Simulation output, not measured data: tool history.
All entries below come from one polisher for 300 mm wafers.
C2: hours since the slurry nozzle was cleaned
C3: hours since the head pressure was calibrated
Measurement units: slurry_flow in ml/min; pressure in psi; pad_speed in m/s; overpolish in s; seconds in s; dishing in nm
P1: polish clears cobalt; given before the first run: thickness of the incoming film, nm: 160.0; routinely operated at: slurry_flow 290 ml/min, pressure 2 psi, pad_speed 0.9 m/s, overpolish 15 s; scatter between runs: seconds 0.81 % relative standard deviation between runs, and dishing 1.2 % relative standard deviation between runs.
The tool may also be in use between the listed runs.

run 1 day=0.7 | slurry_flow=290 pressure=2 pad_speed=0.9 overpolish=15 | wafers_polished_on_this_pad=489 C2=290.8 C3=298.7 | seconds=38.565 dishing=39.037
run 2 day=1.104 | slurry_flow=175 pressure=2 pad_speed=0.9 overpolish=15 | wafers_polished_on_this_pad=584 C2=300.5 C3=308.4 | seconds=40.778 dishing=38.276
run 3 day=1.471 | slurry_flow=290 pressure=2 pad_speed=0.9 overpolish=15 | wafers_polished_on_this_pad=671 C2=309.3 C3=317.2 | seconds=38.688 dishing=39.055
run 4 day=1.988 | slurry_flow=290 pressure=2 pad_speed=0.9 overpolish=15 | wafers_polished_on_this_pad=794 C2=321.7 C3=329.6 | seconds=38.654 dishing=38.987
run 5 day=2.446 | slurry_flow=175 pressure=2 pad_speed=1.18 overpolish=15 | wafers_polished_on_this_pad=903 C2=332.7 C3=340.6 | seconds=30.915 dishing=43.011
run 6 day=3.217 | slurry_flow=290 pressure=2.7 pad_speed=0.9 overpolish=15 | wafers_polished_on_this_pad=1085 C2=351.2 C3=359.1 | seconds=28.426 dishing=45.206
run 7 day=3.846 | slurry_flow=355 pressure=2 pad_speed=1.34 overpolish=15 | wafers_polished_on_this_pad=1235 C2=366.3 C3=374.2 | seconds=25.428 dishing=48.168
run 8 day=4.229 | slurry_flow=290 pressure=0.9 pad_speed=0.9 overpolish=15 | wafers_polished_on_this_pad=1325 C2=375.5 C3=383.4 | seconds=86.299 dishing=23.578
run 9 day=4.892 | slurry_flow=175 pressure=2 pad_speed=0.9 overpolish=6 | wafers_polished_on_this_pad=1483 C2=391.4 C3=399.3 | seconds=40.875 dishing=20.035
run 10 day=5.642 | slurry_flow=400 pressure=2 pad_speed=0.9 overpolish=15 | wafers_polished_on_this_pad=1660 C2=409.4 C3=417.3 | seconds=37.633 dishing=39.584
run 11 day=6.246 | slurry_flow=290 pressure=2 pad_speed=0.9 overpolish=15 | wafers_polished_on_this_pad=1804 C2=423.9 C3=431.8 | seconds=38.273 dishing=38.462
run 12 day=6.888 | slurry_flow=290 pressure=2 pad_speed=0.9 overpolish=4 | wafers_polished_on_this_pad=1956 C2=439.3 C3=447.2 | seconds=38.768 dishing=14.567
run 13 day=7.275 | slurry_flow=290 pressure=2 pad_speed=0.9 overpolish=15 | wafers_polished_on_this_pad=2048 C2=448.6 C3=456.5 | seconds=38.087 dishing=38.866
run 14 day=7.825 | slurry_flow=290 pressure=2 pad_speed=0.9 overpolish=15 | wafers_polished_on_this_pad=2178 C2=461.8 C3=469.7 | seconds=38.912 dishing=39.731
run 15 day=8.35 | slurry_flow=290 pressure=2 pad_speed=0.9 overpolish=22 | wafers_polished_on_this_pad=2303 C2=474.4 C3=482.3 | seconds=38.324 dishing=46.713
run 16 day=9.033 | slurry_flow=290 pressure=2 pad_speed=1.34 overpolish=15 | wafers_polished_on_this_pad=2465 C2=490.8 C3=498.7 | seconds=25.615 dishing=45.967
run 17 day=9.779 | slurry_flow=290 pressure=2 pad_speed=0.64 overpolish=15 | wafers_polished_on_this_pad=2642 C2=508.7 C3=516.6 | seconds=54.314 dishing=31.798
run 18 day=10.508 | slurry_flow=290 pressure=2 pad_speed=0.9 overpolish=15 | wafers_polished_on_this_pad=2815 C2=526.2 C3=534.1 | seconds=39.106 dishing=38.9
run 19 day=11.029 | slurry_flow=290 pressure=2 pad_speed=0.9 overpolish=15 | wafers_polished_on_this_pad=2938 C2=538.7 C3=546.6 | seconds=39.408 dishing=38.628
run 20 day=11.371 | slurry_flow=290 pressure=2 pad_speed=0.9 overpolish=15 | wafers_polished_on_this_pad=3019 C2=546.9 C3=554.8 | seconds=39.887 dishing=39.128

Estimate the outcome of run 21 from the log above:
run 21 day=11.708 | slurry_flow=290 pressure=2 pad_speed=0.9 overpolish=15 | wafers_polished_on_this_pad=3099 C2=555 C3=562.9 | seconds=? dishing=?

{"run 21": {"seconds": 39.614, "dishing": 38.116}}
